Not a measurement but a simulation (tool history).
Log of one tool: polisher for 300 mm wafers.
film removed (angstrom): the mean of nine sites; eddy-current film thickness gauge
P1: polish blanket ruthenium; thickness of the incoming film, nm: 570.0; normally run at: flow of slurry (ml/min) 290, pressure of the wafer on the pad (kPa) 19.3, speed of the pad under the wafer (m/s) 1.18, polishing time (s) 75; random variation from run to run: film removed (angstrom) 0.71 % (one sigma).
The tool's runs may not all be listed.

| run | day | flow of slurry (ml/min) | pressure of the wafer on the pad (kPa) | speed of the pad under the wafer (m/s) | polishing time (s) | wafers polished on this pad | hours since the slurry nozzle was cleaned | hours since the head pressure was calibrated | film removed (angstrom) |
|---|---|---|---|---|---|---|---|---|---|
| 1 | 0.300 | 290 | 19.3 | 1.18 | 75 | 390 | 90.2 | 144.6 | 1527.80 |
| 2 | 0.575 | 290 | 14.5 | 1.46 | 75 | 462 | 96.8 | 151.2 | 1422.30 |
| 3 | 1.050 | 290 | 19.3 | 0.58 | 75 | 586 | 108.2 | 162.6 | 760.95 |
|  | 1.329 | slurry nozzle cleaned |
| 4 | 1.600 | 290 | 19.3 | 0.90 | 56 | 730 | 6.5 | 175.8 | 874.21 |
| 5 | 2.129 | 175 | 19.3 | 1.18 | 75 | 868 | 19.2 | 188.5 | 1451.10 |
| 6 | 2.617 | 290 | 19.3 | 1.18 | 108 | 996 | 30.9 | 200.2 | 2223.70 |
| 7 | 2.938 | 290 | 19.3 | 1.18 | 53 | 1079 | 38.6 | 207.9 | 1081.90 |
| 8 | 3.288 | 290 | 19.3 | 1.18 | 75 | 1171 | 47.0 | 216.3 | 1532.60 |
| 9 | 3.662 | 290 | 19.3 | 1.18 | 75 | 1269 | 56.0 | 225.3 | 1558.00 |
| 10 | 3.979 | 290 | 19.3 | 1.18 | 75 | 1351 | 63.6 | 232.9 | 1537.80 |
|  | 4.283 | worn pad replaced by a new one |
| 11 | 4.396 | 445 | 19.3 | 1.18 | 75 | 29 | 73.6 | 242.9 | 1616.90 |
| 12 | 4.775 | 290 | 19.3 | 1.18 | 75 | 128 | 82.7 | 252.0 | 1554.60 |
| 13 | 5.183 | 290 | 19.3 | 1.18 | 75 | 235 | 92.5 | 261.8 | 1537.20 |
| 14 | 5.712 | 290 | 19.3 | 1.18 | 75 | 373 | 105.2 | 274.5 | 1543.80 |
| 15 | 6.221 | 290 | 19.3 | 1.78 | 75 | 506 | 117.4 | 286.7 | 2352.20 |
| 16 | 6.546 | 290 | 29.0 | 1.18 | 75 | 590 | 125.2 | 294.5 | 2321.80 |
| 17 | 6.883 | 290 | 9.7 | 1.18 | 75 | 679 | 133.3 | 302.6 | 774.15 |
| 18 | 7.308 | 290 | 19.3 | 1.18 | 75 | 790 | 143.5 | 312.8 | 1541.10 |
| 19 | 7.675 | 290 | 19.3 | 1.18 | 75 | 885 | 152.3 | 321.6 | 1516.10 |
| 20 | 8.200 | 290 | 19.3 | 1.18 | 75 | 1023 | 164.9 | 334.2 | 1480.40 |
| 21 | 8.592 | 290 | 19.3 | 1.18 | 75 | 1125 | 174.3 | 343.6 | 1481.70 |

Forecast run 22:
|  | 8.888 | worn pad replaced by a new one |
| 22 | 9.121 | 290 | 19.3 | 1.18 | 75 | 61 | 187.0 | 356.3 | ? |

Run 22 gave film removed (angstrom) 1469.90.

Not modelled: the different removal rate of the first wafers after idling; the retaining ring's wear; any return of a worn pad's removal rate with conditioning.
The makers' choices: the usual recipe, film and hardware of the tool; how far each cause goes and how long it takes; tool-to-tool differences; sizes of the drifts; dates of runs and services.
